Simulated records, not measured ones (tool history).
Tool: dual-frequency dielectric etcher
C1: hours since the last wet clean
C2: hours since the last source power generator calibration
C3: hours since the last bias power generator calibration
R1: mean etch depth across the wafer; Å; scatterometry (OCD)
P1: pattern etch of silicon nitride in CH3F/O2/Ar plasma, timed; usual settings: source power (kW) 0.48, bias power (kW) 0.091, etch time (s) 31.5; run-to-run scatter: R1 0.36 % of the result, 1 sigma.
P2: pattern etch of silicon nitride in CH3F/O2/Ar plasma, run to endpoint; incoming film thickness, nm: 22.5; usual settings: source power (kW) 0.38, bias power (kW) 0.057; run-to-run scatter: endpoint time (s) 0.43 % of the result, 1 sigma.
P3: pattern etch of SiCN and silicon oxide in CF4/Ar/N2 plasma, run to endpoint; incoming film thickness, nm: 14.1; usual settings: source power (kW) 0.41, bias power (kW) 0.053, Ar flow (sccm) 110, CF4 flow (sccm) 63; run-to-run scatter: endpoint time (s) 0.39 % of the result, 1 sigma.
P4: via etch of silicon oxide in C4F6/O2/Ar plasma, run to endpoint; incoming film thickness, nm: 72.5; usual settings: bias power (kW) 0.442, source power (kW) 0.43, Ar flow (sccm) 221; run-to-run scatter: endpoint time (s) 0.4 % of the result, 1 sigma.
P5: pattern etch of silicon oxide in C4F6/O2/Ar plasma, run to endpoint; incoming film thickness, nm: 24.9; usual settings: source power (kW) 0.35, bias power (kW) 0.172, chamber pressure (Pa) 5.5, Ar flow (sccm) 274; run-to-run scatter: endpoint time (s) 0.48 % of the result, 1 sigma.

Run 1, hour 6.8: process that ran P1, source power (kW) 0.48, bias power (kW) 0.091, etch time (s) 31.5; C1 109.9; C2 211.4; C3 3326. Result: R1 265.68 Å.
Run 2, hour 10.1: process that ran P5, source power (kW) 0.35, bias power (kW) 0.172, chamber pressure (Pa) 5.5, Ar flow (sccm) 274; C1 113.2; C2 214.7; C3 3329.3. Result: endpoint time (s) 8.4351.
Run 3, hour 13.8: process that ran P2, source power (kW) 0.38, bias power (kW) 0.035; C1 116.9; C2 218.4; C3 3333. Result: endpoint time (s) 42.508.
Run 4, hour 20.9: process that ran P5, source power (kW) 0.35, bias power (kW) 0.244, chamber pressure (Pa) 5.5, Ar flow (sccm) 274; C1 124; C2 225.5; C3 3340.1. Result: endpoint time (s) 7.5875.
Run 5, hour 27.8: process that ran P4, source power (kW) 0.43, bias power (kW) 0.442, Ar flow (sccm) 221; C1 130.9; C2 232.4; C3 3347. Result: endpoint time (s) 15.291.
Run 6, hour 31.9: process that ran P5, source power (kW) 0.35, bias power (kW) 0.172, chamber pressure (Pa) 5.5, Ar flow (sccm) 374; C1 135; C2 236.5; C3 3351.1. Result: endpoint time (s) 8.813.
Run 7, hour 39: process that ran P1, source power (kW) 0.48, bias power (kW) 0.091, etch time (s) 31.5; C1 142.1; C2 243.6; C3 3358.2. Result: R1 266.28 Å.
Run 8, hour 45.4: process that ran P1, source power (kW) 0.48, bias power (kW) 0.091, etch time (s) 31.5; C1 148.5; C2 250; C3 3364.6. Result: R1 266.62 Å.
Run 9, hour 50.2: process that ran P1, source power (kW) 0.39, bias power (kW) 0.091, etch time (s) 45; C1 153.3; C2 254.8; C3 3369.4. Result: R1 351.91 Å.
Run 10, hour 57.1: process that ran P3, source power (kW) 0.41, bias power (kW) 0.053, Ar flow (sccm) 110, CF4 flow (sccm) 63; C1 160.2; C2 261.7; C3 3376.3. Result: endpoint time (s) 20.167.
Run 11, hour 64.1: process that ran P3, source power (kW) 0.41, bias power (kW) 0.053, Ar flow (sccm) 110, CF4 flow (sccm) 63; C1 167.2; C2 268.7; C3 3383.3. Result: endpoint time (s) 20.143.
Run 12, hour 70: process that ran P4, source power (kW) 0.57, bias power (kW) 0.442, Ar flow (sccm) 221; C1 173.1; C2 274.6; C3 3389.2. Result: endpoint time (s) 13.78.
Run 13, hour 74.9: process that ran P3, source power (kW) 0.41, bias power (kW) 0.053, Ar flow (sccm) 110, CF4 flow (sccm) 48; C1 178; C2 279.5; C3 3394.1. Result: endpoint time (s) 21.23.
Run 14, hour 78.8: process that ran P4, source power (kW) 0.43, bias power (kW) 0.301, Ar flow (sccm) 221; C1 181.9; C2 283.4; C3 3398. Result: endpoint time (s) 17.53.
Run 15, hour 82: process that ran P5, source power (kW) 0.44, bias power (kW) 0.172, chamber pressure (Pa) 5.5, Ar flow (sccm) 274; C1 185.1; C2 286.6; C3 3401.2. Result: endpoint time (s) 7.7703.
Run 16, hour 88.2: process that ran P2, source power (kW) 0.52, bias power (kW) 0.057; C1 191.3; C2 292.8; C3 3407.4. Result: endpoint time (s) 32.407.
Run 17, hour 95.3: process that ran P2, source power (kW) 0.38, bias power (kW) 0.057; C1 198.4; C2 299.9; C3 3414.5. Result: endpoint time (s) 36.671.
Run 18, hour 99.5: process that ran P4, source power (kW) 0.43, bias power (kW) 0.442, Ar flow (sccm) 295; C1 202.6; C2 304.1; C3 3418.7. Result: endpoint time (s) 15.782.
Run 19, hour 103.7: process that ran P1, source power (kW) 0.48, bias power (kW) 0.091, etch time (s) 45.5; C1 206.8; C2 308.3; C3 3422.9. Result: R1 385.57 Å.
Run 20, hour 110.6: process that ran P1, source power (kW) 0.48, bias power (kW) 0.091, etch time (s) 31.5; C1 213.7; C2 315.2; C3 3429.8. Result: R1 266.74 Å.
Run 21, hour 117.4: process that ran P2, source power (kW) 0.38, bias power (kW) 0.057; C1 220.5; C2 322; C3 3436.6. Result: endpoint time (s) 36.464.
Run 22, hour 122.5: process that ran P3, source power (kW) 0.41, bias power (kW) 0.053, Ar flow (sccm) 144, CF4 flow (sccm) 63; C1 225.6; C2 327.1; C3 3441.7. Result: endpoint time (s) 21.09.
Run 23, hour 128.2: process that ran P3, source power (kW) 0.41, bias power (kW) 0.036, Ar flow (sccm) 110, CF4 flow (sccm) 63; C1 231.3; C2 332.8; C3 3447.4. Result: endpoint time (s) 22.821.
Run 24, hour 134.2: process that ran P1, source power (kW) 0.48, bias power (kW) 0.114, etch time (s) 31.5; C1 237.3; C2 338.8; C3 3453.4. Result: R1 286.42 Å.
Run 25, hour 140: process that ran P1, source power (kW) 0.31, bias power (kW) 0.091, etch time (s) 31.5; C1 243.1; C2 344.6; C3 3459.2. Result: R1 225.67 Å.
Run 26, hour 145.2: process that ran P5, source power (kW) 0.35, bias power (kW) 0.172, chamber pressure (Pa) 4.3, Ar flow (sccm) 274; C1 248.3; C2 349.8; C3 3464.4. Result: endpoint time (s) 8.2865.
Run 27, hour 150.6: process that ran P5, source power (kW) 0.35, bias power (kW) 0.172, chamber pressure (Pa) 5.5, Ar flow (sccm) 274; C1 253.7; C2 355.2; C3 3469.8. Result: endpoint time (s) 8.5188.
Run 28, hour 155.8: process that ran P1, source power (kW) 0.48, bias power (kW) 0.067, etch time (s) 31.5; C1 258.9; C2 360.4; C3 3475. Result: R1 238.65 Å.
Run 29, hour 162.1: process that ran P1, source power (kW) 0.48, bias power (kW) 0.091, etch time (s) 31.5; C1 265.2; C2 366.7; C3 3481.3. Result: R1 266.83 Å.
At hour 163.6: wet clean of the chamber.
Run 30, hour 167.9: process that ran P1, source power (kW) 0.63, bias power (kW) 0.091, etch time (s) 31.5; C1 4.4; C2 372.5; C3 3487.1. Result: R1 294.47 Å.
Run 31, hour 171.1: process that ran P1, source power (kW) 0.48, bias power (kW) 0.074, etch time (s) 22.5; C1 7.6; C2 375.7; C3 3490.3. Result: R1 176.01 Å.
Run 32, hour 174.3: process that ran P1, source power (kW) 0.48, bias power (kW) 0.091, etch time (s) 17.5; C1 10.8; C2 378.9; C3 3493.5. Result: R1 147.39 Å.
Run 33, hour 179.5: process that ran P4, source power (kW) 0.43, bias power (kW) 0.442, Ar flow (sccm) 221; C1 16; C2 384.1; C3 3498.7. Result: endpoint time (s) 15.254.
Run 34, hour 183.7: process that ran P3, source power (kW) 0.26, bias power (kW) 0.053, Ar flow (sccm) 110, CF4 flow (sccm) 63; C1 20.2; C2 388.3; C3 3502.9. Result: endpoint time (s) 30.356.
Run 35, hour 187.4: process that ran P1, source power (kW) 0.48, bias power (kW) 0.091, etch time (s) 31.5; C1 23.9; C2 392; C3 3506.6. Result: R1 265.91 Å.
Run 36, hour 190.7: process that ran P1, source power (kW) 0.48, bias power (kW) 0.091, etch time (s) 31.5; C1 27.2; C2 395.3; C3 3509.9. Result: R1 264.63 Å.
Run 37, hour 196.2: process that ran P1, source power (kW) 0.48, bias power (kW) 0.091, etch time (s) 31.5; C1 32.7; C2 400.8; C3 3515.4. Result: R1 264.3 Å.
Run 38, hour 202.3: process that ran P1, source power (kW) 0.48, bias power (kW) 0.091, etch time (s) 31.5; C1 38.8; C2 406.9; C3 3521.5. Result: R1 263.56 Å.
Run 39, hour 207: process that ran P1, source power (kW) 0.48, bias power (kW) 0.091, etch time (s) 31.5; C1 43.5; C2 411.6; C3 3526.2. Result: R1 261.65 Å.
Run 40, hour 211.7: process that ran P1, source power (kW) 0.48, bias power (kW) 0.091, etch time (s) 31.5; C1 48.2; C2 416.3; C3 3530.9. Result: R1 262.18 Å.
At hour 213.3: wet clean of the chamber.
Run 41, hour 217.7: process that ran P1, source power (kW) 0.48, bias power (kW) 0.091, etch time (s) 31.5; C1 4.4; C2 422.3; C3 3536.9. Result: R1 260.23 Å.
Run 42, hour 221.2: process that ran P1, source power (kW) 0.48, bias power (kW) 0.091, etch time (s) 31.5; C1 7.9; C2 425.8; C3 3540.4. Result: R1 261.09 Å.
Run 43, hour 226.7: process that ran P1, source power (kW) 0.48, bias power (kW) 0.091, etch time (s) 31.5; C1 13.4; C2 431.3; C3 3545.9. Result: R1 261.09 Å.
Run 44, hour 232.7: process that ran P1, source power (kW) 0.48, bias power (kW) 0.091, etch time (s) 31.5; C1 19.4; C2 437.3; C3 3551.9. Result: R1 260.38 Å.
Run 45, hour 239.2: process that ran P1, source power (kW) 0.48, bias power (kW) 0.091, etch time (s) 31.5; C1 25.9; C2 443.8; C3 3558.4. Result: R1 261.96 Å.
Run 46, hour 245.5: process that ran P1, source power (kW) 0.48, bias power (kW) 0.091, etch time (s) 31.5; C1 32.2; C2 450.1; C3 3564.7. Result: R1 260.35 Å.

What P1 gives has crept away from where it was. These 2 causes fit the log equally well, each at the size given:
A: bias power that arrives under what is set, % = 4.95
B: source power that arrives under what is set, % = 4.68
The creep began at about hour 187.4.
Why every other cause is out:
chamber walls in a state that lowers the etch rate, %: serviced at hour 213.3, which brought nothing back

4 check runs are offered, each on 2 wafers whose results are averaged, their results left as question marks. Which one tells the causes apart?
Run check 1, hour 251.8: process that ran P4, source power (kW) 0.43, bias power (kW) 0.442, Ar flow (sccm) 221. Result: endpoint time (s) ?.
Run check 2, hour 251.8: process that ran P2, source power (kW) 0.38, bias power (kW) 0.057. Result: endpoint time (s) ?.
Run check 3, hour 251.8: process that ran P3, source power (kW) 0.41, bias power (kW) 0.053, Ar flow (sccm) 110, CF4 flow (sccm) 63. Result: endpoint time (s) ?.
Run check 4, hour 251.8: process that ran P5, source power (kW) 0.35, bias power (kW) 0.172, chamber pressure (Pa) 5.5, Ar flow (sccm) 274. Result: endpoint time (s) ?.

What each check would give under each cause:
  check             result    if A    if B
check 1  endpoint time (s)  15.549  15.538
check 2  endpoint time (s)  37.074  37.149
check 3  endpoint time (s)  20.511  21.049
check 4  endpoint time (s)   8.665  8.6885
How far apart the two closest causes lie, in the result that separates them most: check 1 0.07 %; check 2 0.2 %; check 3 2.59 %; check 4 0.27 %
Check 3 tells the causes apart: in the others they would give nearly the same result.

Then check 3 was run and gave: endpoint time (s) 21.058. Which cause is it?

It is B: source power that arrives under what is set, %.

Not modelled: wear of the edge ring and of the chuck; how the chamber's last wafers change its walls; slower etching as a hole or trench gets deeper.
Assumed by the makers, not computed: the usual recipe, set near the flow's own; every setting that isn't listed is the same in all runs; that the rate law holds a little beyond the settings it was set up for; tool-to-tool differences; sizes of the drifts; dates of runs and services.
